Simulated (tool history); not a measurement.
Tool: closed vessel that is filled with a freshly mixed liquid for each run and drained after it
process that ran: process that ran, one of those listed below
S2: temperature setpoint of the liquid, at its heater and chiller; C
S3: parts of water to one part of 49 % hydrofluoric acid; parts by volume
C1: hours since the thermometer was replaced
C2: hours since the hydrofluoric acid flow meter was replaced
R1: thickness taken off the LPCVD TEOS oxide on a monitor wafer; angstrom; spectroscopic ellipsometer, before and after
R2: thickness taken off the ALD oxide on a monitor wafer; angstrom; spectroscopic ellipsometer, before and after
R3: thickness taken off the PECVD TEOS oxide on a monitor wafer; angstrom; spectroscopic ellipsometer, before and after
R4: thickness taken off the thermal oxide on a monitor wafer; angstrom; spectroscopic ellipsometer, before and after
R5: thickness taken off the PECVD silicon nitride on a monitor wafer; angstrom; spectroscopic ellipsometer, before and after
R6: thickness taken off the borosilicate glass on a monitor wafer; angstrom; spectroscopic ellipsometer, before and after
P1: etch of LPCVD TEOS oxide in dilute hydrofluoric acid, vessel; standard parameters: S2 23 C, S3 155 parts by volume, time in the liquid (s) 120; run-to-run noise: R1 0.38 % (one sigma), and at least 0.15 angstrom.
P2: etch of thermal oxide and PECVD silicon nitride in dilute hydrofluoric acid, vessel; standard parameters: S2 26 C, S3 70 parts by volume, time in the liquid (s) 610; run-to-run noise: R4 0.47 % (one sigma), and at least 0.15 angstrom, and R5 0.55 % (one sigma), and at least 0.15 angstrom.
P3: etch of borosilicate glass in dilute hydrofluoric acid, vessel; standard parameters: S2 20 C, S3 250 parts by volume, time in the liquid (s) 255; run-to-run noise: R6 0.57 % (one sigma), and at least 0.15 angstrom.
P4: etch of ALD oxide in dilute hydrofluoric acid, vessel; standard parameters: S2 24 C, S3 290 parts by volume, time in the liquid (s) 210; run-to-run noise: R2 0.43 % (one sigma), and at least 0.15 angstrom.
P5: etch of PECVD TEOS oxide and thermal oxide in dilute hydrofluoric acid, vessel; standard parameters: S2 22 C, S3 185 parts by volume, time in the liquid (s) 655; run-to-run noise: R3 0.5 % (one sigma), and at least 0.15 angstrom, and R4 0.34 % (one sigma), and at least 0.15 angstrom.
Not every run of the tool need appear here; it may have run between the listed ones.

run 1 hour=9.1 | process_that_ran=P1 S2=23 S3=155 time_in_the_liquid_(s)=120 | C1=2197.7 C2=430.5 | R1=263.28
run 2 hour=15.2 | process_that_ran=P1 S2=23 S3=155 time_in_the_liquid_(s)=30 | C1=2203.8 C2=436.6 | R1=65.334
run 3 hour=25.3 | process_that_ran=P4 S2=24 S3=290 time_in_the_liquid_(s)=380 | C1=2213.9 C2=446.7 | R2=183.33
run 4 hour=32.5 | process_that_ran=P4 S2=17 S3=290 time_in_the_liquid_(s)=210 | C1=2221.1 C2=453.9 | R2=78.755
run 5 hour=40.4 | process_that_ran=P1 S2=23 S3=155 time_in_the_liquid_(s)=120 | C1=2229 C2=461.8 | R1=260.43
run 6 hour=46.7 | process_that_ran=P1 S2=23 S3=155 time_in_the_liquid_(s)=120 | C1=2235.3 C2=468.1 | R1=263.58
run 7 hour=51.2 | process_that_ran=P1 S2=23 S3=155 time_in_the_liquid_(s)=235 | C1=2239.8 C2=472.6 | R1=516.76
run 8 hour=56.4 | process_that_ran=P5 S2=17 S3=185 time_in_the_liquid_(s)=655 | C1=2245 C2=477.8 | R3=341.85 R4=121.31
run 9 hour=62.8 | process_that_ran=P1 S2=23 S3=155 time_in_the_liquid_(s)=120 | C1=2251.4 C2=484.2 | R1=262.43
run 10 hour=69.1 | process_that_ran=P2 S2=26 S3=70 time_in_the_liquid_(s)=35 | C1=2257.7 C2=490.5 | R4=28.004 R5=9.6174
run 11 hour=77.8 | process_that_ran=P4 S2=24 S3=290 time_in_the_liquid_(s)=210 | C1=2266.4 C2=499.2 | R2=101.88
run 12 hour=87.3 | process_that_ran=P1 S2=23 S3=85 time_in_the_liquid_(s)=120 | C1=2275.9 C2=508.7 | R1=519.46
run 13 hour=93.8 | process_that_ran=P2 S2=32.5 S3=70 time_in_the_liquid_(s)=610 | C1=2282.4 C2=515.2 | R4=625.66 R5=253.73
run 14 hour=99.5 | process_that_ran=P2 S2=26 S3=95 time_in_the_liquid_(s)=610 | C1=2288.1 C2=520.9 | R4=350.16 R5=121.78
run 15 hour=105.7 | process_that_ran=P3 S2=20 S3=250 time_in_the_liquid_(s)=60 | C1=2294.3 C2=527.1 | R6=70.326
run 16 hour=116 | process_that_ran=P5 S2=22 S3=280 time_in_the_liquid_(s)=655 | C1=2304.6 C2=537.4 | R3=251.93 R4=87.917
run 17 hour=124 | process_that_ran=P3 S2=20 S3=95 time_in_the_liquid_(s)=255 | C1=2312.6 C2=545.4 | R6=933.48
run 18 hour=132.2 | process_that_ran=P4 S2=24 S3=290 time_in_the_liquid_(s)=210 | C1=2320.8 C2=553.6 | R2=100.91
run 19 hour=136.8 | process_that_ran=P4 S2=24 S3=155 time_in_the_liquid_(s)=210 | C1=2325.4 C2=558.2 | R2=217.42
run 20 hour=144.6 | process_that_ran=P5 S2=22 S3=185 time_in_the_liquid_(s)=655 | C1=2333.2 C2=566 | R3=418.19 R4=146.51
run 21 hour=153.6 | process_that_ran=P3 S2=26 S3=250 time_in_the_liquid_(s)=255 | C1=2342.2 C2=575 | R6=373.57
run 22 hour=158.1 | process_that_ran=P1 S2=23 S3=155 time_in_the_liquid_(s)=120 | C1=2346.7 C2=579.5 | R1=263.81
run 23 hour=163.6 | process_that_ran=P1 S2=18.5 S3=155 time_in_the_liquid_(s)=30 | C1=2352.2 C2=585 | R1=54.6
run 24 hour=171.3 | process_that_ran=P3 S2=20 S3=250 time_in_the_liquid_(s)=255 | C1=2359.9 C2=592.7 | R6=302.37
run 25 hour=180.3 | process_that_ran=P1 S2=23 S3=225 time_in_the_liquid_(s)=120 | C1=2368.9 C2=601.7 | R1=167.17
run 26 hour=185.1 | process_that_ran=P2 S2=26 S3=70 time_in_the_liquid_(s)=610 | C1=2373.7 C2=606.5 | R4=487.95 R5=166.4
run 27 hour=190.8 | process_that_ran=P5 S2=22 S3=185 time_in_the_liquid_(s)=1270 | C1=2379.4 C2=612.2 | R3=813.97 R4=284.42
run 28 hour=197.7 | process_that_ran=P1 S2=27.5 S3=155 time_in_the_liquid_(s)=120 | C1=2386.3 C2=619.1 | R1=311.42
run 29 hour=202.8 | process_that_ran=P2 S2=26 S3=70 time_in_the_liquid_(s)=610 | C1=2391.4 C2=624.2 | R4=489.7 R5=166.09
run 30 hour=211.2 | process_that_ran=P1 S2=23 S3=155 time_in_the_liquid_(s)=120 | C1=2399.8 C2=632.6 | R1=263.01
run 31 hour=216.8 | process_that_ran=P1 S2=23 S3=155 time_in_the_liquid_(s)=120 | C1=2405.4 C2=638.2 | R1=261.54
run 32 hour=221.4 | process_that_ran=P1 S2=17 S3=155 time_in_the_liquid_(s)=120 | C1=2410 C2=642.8 | R1=207.63
run 33 hour=230.8 | process_that_ran=P3 S2=20 S3=250 time_in_the_liquid_(s)=255 | C1=2419.4 C2=652.2 | R6=301.97
run 34 hour=240 | process_that_ran=P1 S2=23 S3=155 time_in_the_liquid_(s)=120 | C1=2428.6 C2=661.4 | R1=263.85
run 35 hour=247.9 | process_that_ran=P1 S2=23 S3=155 time_in_the_liquid_(s)=120 | C1=2436.5 C2=669.3 | R1=254.1
run 36 hour=257.4 | process_that_ran=P1 S2=23 S3=155 time_in_the_liquid_(s)=120 | C1=2446 C2=678.8 | R1=251.8
run 37 hour=264.9 | process_that_ran=P1 S2=23 S3=155 time_in_the_liquid_(s)=120 | C1=2453.5 C2=686.3 | R1=249.66
run 38 hour=271.1 | process_that_ran=P1 S2=23 S3=155 time_in_the_liquid_(s)=120 | C1=2459.7 C2=692.5 | R1=247.96
run 39 hour=278.9 | process_that_ran=P1 S2=23 S3=155 time_in_the_liquid_(s)=120 | C1=2467.5 C2=700.3 | R1=250.87
run 40 hour=287.1 | process_that_ran=P1 S2=23 S3=155 time_in_the_liquid_(s)=120 | C1=2475.7 C2=708.5 | R1=245.12
run 41 hour=292 | process_that_ran=P1 S2=23 S3=155 time_in_the_liquid_(s)=120 | C1=2480.6 C2=713.4 | R1=245.99
run 42 hour=297.6 | process_that_ran=P1 S2=23 S3=155 time_in_the_liquid_(s)=120 | C1=2486.2 C2=719 | R1=246.13
run 43 hour=303 | process_that_ran=P1 S2=23 S3=155 time_in_the_liquid_(s)=120 | C1=2491.6 C2=724.4 | R1=246.21
run 44 hour=309.2 | process_that_ran=P1 S2=23 S3=155 time_in_the_liquid_(s)=120 | C1=2497.8 C2=730.6 | R1=246.4
run 45 hour=319.1 | process_that_ran=P1 S2=23 S3=155 time_in_the_liquid_(s)=120 | C1=2507.7 C2=740.5 | R1=244.64

P1 no longer gives what it gave before; its output has crept away from where it was. The following 2 causes, each at its listed size, fit the log equally well:
A: liquid colder than its thermometer reads (K) = 1.66
B: hydrofluoric acid flow below the setpoint (%) = 5.3
Creep in the process output first set in at about hour 240.

The list below offers 4 check runs, each averaging the results of 5 wafers, and shows each result as a question mark. For which of them would the listed causes give clearly different results?
run check 1 hour=329 | process_that_ran=P3 S2=24.5 S3=100 time_in_the_liquid_(s)=255 | R6=?
run check 2 hour=329 | process_that_ran=P2 S2=26 S3=70 time_in_the_liquid_(s)=45 | R4=? R5=?
run check 3 hour=329 | process_that_ran=P4 S2=17 S3=290 time_in_the_liquid_(s)=210 | R2=?
run check 4 hour=329 | process_that_ran=P5 S2=18.5 S3=185 time_in_the_liquid_(s)=925 | R3=? R4=?

If the cause were each of the candidates in turn, the checks would give the following:
check=check_1 result=R6 if_A=982.85 if_B=987.33
check=check_2 result=R4 if_A=33.784 if_B=34.015
check=check_2 result=R5 if_A=10.986 if_B=11.619
check=check_3 result=R2 if_A=73.591 if_B=73.282
check=check_4 result=R3 if_A=483.2 if_B=484.13
check=check_4 result=R4 if_A=168.77 if_B=169.09
Smallest distance between any two causes, each pair judged by its most separating result, in per cent: check 1 0.45 %; check 2 5.6 %; check 3 0.42 %; check 4 0.19 %
The other checks would show nearly matching results whichever cause is true, so check 2 is the only one that separates the causes.

Then check 2 was run and gave: R4 33.613 angstrom; R5 11.046 angstrom. Which cause is it?

The cause is A: liquid colder than its thermometer reads (K).
